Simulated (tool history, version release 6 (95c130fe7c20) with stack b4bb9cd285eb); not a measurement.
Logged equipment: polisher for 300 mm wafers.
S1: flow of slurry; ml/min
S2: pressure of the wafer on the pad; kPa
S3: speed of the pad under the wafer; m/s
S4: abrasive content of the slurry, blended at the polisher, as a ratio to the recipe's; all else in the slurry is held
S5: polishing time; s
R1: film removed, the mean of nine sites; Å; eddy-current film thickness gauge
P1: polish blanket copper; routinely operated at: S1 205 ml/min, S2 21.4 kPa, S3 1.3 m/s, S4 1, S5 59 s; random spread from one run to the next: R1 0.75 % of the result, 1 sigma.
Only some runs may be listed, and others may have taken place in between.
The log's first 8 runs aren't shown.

run	hour	S1	S2	S3	S4	S5	R1
# hour 78.2: worn pad replaced by a new one
9	78.3	205	21.4	1.3	1	85	2829.6
10	83.5	315	21.4	1.3	1	59	2065.3
11	91.6	205	21.4	1.3	0.75	59	1852
12	98.9	125	21.4	0.66	1	59	926.82
13	105.3	205	21.4	1.3	1	27	903.5
14	111.3	205	21.4	0.62	1	59	953.97
15	116.5	205	21.4	1.3	1	59	1970.7
16	121.3	125	21.4	1.3	1	59	1793.4
17	130.8	205	32.4	1.3	1	59	3022.6
18	138.9	205	21.4	1.96	1	59	2965.6
19	145.2	205	21.4	1.3	1	59	1986.3
20	149.9	205	21.4	1.3	1	59	1939.3
21	156.1	205	21.4	1.3	1	59	1902.8
22	162.5	205	21.4	1.3	1	59	1871.8
23	170.6	205	21.4	1.3	1	59	1846.7
24	175.2	205	21.4	1.3	1	59	1857.9
# hour 177.2: slurry blender recalibrated
25	180.4	205	21.4	1.3	1	59	1867.5
# hour 186.2: worn pad replaced by a new one
26	188.4	205	21.4	1.3	1	59	1820.4

For run 27, what comes out?
27	198.5	205	21.4	1.3	1	59	?

{"run 27": {"R1": 1815.5}}
